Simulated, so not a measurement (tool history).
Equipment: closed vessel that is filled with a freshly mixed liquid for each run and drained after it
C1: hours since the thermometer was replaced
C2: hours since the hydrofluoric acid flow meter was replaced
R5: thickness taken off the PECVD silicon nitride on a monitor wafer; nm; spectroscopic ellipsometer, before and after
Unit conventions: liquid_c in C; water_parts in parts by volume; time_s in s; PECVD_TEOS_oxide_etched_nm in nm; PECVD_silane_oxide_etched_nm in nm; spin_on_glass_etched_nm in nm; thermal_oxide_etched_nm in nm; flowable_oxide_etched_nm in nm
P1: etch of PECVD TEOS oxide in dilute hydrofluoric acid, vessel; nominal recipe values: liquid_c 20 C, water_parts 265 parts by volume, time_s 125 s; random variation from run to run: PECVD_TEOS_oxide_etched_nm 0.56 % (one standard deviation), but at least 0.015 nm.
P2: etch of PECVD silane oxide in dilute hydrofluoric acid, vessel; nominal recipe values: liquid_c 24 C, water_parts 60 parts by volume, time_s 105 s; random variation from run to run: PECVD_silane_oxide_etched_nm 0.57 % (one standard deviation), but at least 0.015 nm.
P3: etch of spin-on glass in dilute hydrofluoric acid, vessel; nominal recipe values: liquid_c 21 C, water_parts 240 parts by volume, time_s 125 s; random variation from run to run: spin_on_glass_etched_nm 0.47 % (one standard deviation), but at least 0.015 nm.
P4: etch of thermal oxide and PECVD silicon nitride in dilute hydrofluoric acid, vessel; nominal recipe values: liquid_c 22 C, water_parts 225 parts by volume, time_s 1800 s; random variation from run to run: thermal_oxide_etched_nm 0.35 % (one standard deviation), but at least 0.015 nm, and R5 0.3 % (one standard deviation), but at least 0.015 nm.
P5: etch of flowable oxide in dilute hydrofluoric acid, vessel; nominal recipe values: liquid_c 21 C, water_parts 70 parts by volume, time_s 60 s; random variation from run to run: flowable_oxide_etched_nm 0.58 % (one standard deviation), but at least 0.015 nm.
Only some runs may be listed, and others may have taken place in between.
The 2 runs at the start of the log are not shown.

Run 3, hour 8.7: process P3, liquid_c 21 C, water_parts 415 parts by volume, time_s 125 s; C1 925.7; C2 1707.5. Result: spin_on_glass_etched_nm 10.069 nm.
Run 4, hour 12.8: process P1, liquid_c 17 C, water_parts 265 parts by volume, time_s 125 s; C1 929.8; C2 1711.6. Result: PECVD_TEOS_oxide_etched_nm 5.8723 nm.
Run 5, hour 16.9: process P4, liquid_c 17 C, water_parts 225 parts by volume, time_s 1800 s; C1 933.9; C2 1715.7. Result: thermal_oxide_etched_nm 26.509 nm, R5 29.611 nm.
Run 6, hour 20.4: process P1, liquid_c 20 C, water_parts 265 parts by volume, time_s 125 s; C1 937.4; C2 1719.2. Result: PECVD_TEOS_oxide_etched_nm 6.5574 nm.
Run 7, hour 23.8: process P3, liquid_c 29 C, water_parts 240 parts by volume, time_s 125 s; C1 940.8; C2 1722.6. Result: spin_on_glass_etched_nm 27.085 nm.
Run 8, hour 27.6: process P1, liquid_c 20 C, water_parts 265 parts by volume, time_s 210 s; C1 944.6; C2 1726.4. Result: PECVD_TEOS_oxide_etched_nm 11.0550 nm.
Run 9, hour 31.6: process P2, liquid_c 17 C, water_parts 60 parts by volume, time_s 105 s; C1 948.6; C2 1730.4. Result: PECVD_silane_oxide_etched_nm 29.036 nm.
Run 10, hour 35.9: process P5, liquid_c 29 C, water_parts 70 parts by volume, time_s 60 s; C1 952.9; C2 1734.7. Result: flowable_oxide_etched_nm 50.248 nm.
Run 11, hour 38.8: process P2, liquid_c 24 C, water_parts 60 parts by volume, time_s 105 s; C1 955.8; C2 1737.6. Result: PECVD_silane_oxide_etched_nm 39.464 nm.
Run 12, hour 41.6: process P5, liquid_c 21 C, water_parts 70 parts by volume, time_s 60 s; C1 958.6; C2 1740.4. Result: flowable_oxide_etched_nm 36.828 nm.
Run 13, hour 44.8: process P4, liquid_c 22 C, water_parts 75 parts by volume, time_s 1800 s; C1 961.8; C2 1743.6. Result: thermal_oxide_etched_nm 112.960 nm, R5 120.590 nm.
Run 14, hour 47.4: process P1, liquid_c 17 C, water_parts 265 parts by volume, time_s 230 s; C1 964.4; C2 1746.2. Result: PECVD_TEOS_oxide_etched_nm 10.8200 nm.
Run 15, hour 49.9: process P1, liquid_c 20 C, water_parts 265 parts by volume, time_s 125 s; C1 966.9; C2 1748.7. Result: PECVD_TEOS_oxide_etched_nm 6.6158 nm.
Run 16, hour 53.5: process P1, liquid_c 20 C, water_parts 265 parts by volume, time_s 45 s; C1 970.5; C2 1752.3. Result: PECVD_TEOS_oxide_etched_nm 2.3625 nm.
Run 17, hour 56.0: process P2, liquid_c 24 C, water_parts 60 parts by volume, time_s 105 s; C1 973.0; C2 1754.8. Result: PECVD_silane_oxide_etched_nm 38.946 nm.
Run 18, hour 59.0: process P2, liquid_c 24 C, water_parts 60 parts by volume, time_s 30 s; C1 976.0; C2 1757.8. Result: PECVD_silane_oxide_etched_nm 11.178 nm.
Run 19, hour 61.1: process P3, liquid_c 21 C, water_parts 240 parts by volume, time_s 210 s; C1 978.1; C2 1759.9. Result: spin_on_glass_etched_nm 33.962 nm.
Run 20, hour 65.0: process P4, liquid_c 22 C, water_parts 225 parts by volume, time_s 2955 s; C1 982.0; C2 1763.8. Result: thermal_oxide_etched_nm 52.787 nm, R5 67.227 nm.
Run 21, hour 69.6: process P1, liquid_c 20 C, water_parts 430 parts by volume, time_s 220 s; C1 986.6; C2 1768.4. Result: PECVD_TEOS_oxide_etched_nm 6.1795 nm.
Run 22, hour 72.4: process P1, liquid_c 17 C, water_parts 265 parts by volume, time_s 230 s; C1 989.4; C2 1771.2. Result: PECVD_TEOS_oxide_etched_nm 10.8150 nm.
Run 23, hour 75.9: process P4, liquid_c 22 C, water_parts 225 parts by volume, time_s 1800 s; C1 992.9; C2 1774.7. Result: thermal_oxide_etched_nm 32.203 nm, R5 41.042 nm.
Run 24, hour 79.5: process P1, liquid_c 20 C, water_parts 265 parts by volume, time_s 125 s; C1 996.5; C2 1778.3. Result: PECVD_TEOS_oxide_etched_nm 6.5745 nm.
Run 25, hour 83.0: process P1, liquid_c 25 C, water_parts 265 parts by volume, time_s 125 s; C1 1000.0; C2 1781.8. Result: PECVD_TEOS_oxide_etched_nm 7.9436 nm.
Run 26, hour 85.5: process P1, liquid_c 20 C, water_parts 475 parts by volume, time_s 125 s; C1 1002.5; C2 1784.3. Result: PECVD_TEOS_oxide_etched_nm 3.0633 nm.

What does the tool deliver on the next run?
Run 27, hour 89.6: process P3, liquid_c 21 C, water_parts 240 parts by volume, time_s 125 s; C1 1006.6; C2 1788.4. Result: spin_on_glass_etched_nm ?.

Logged for run 27: spin_on_glass_etched_nm 20.349 nm.
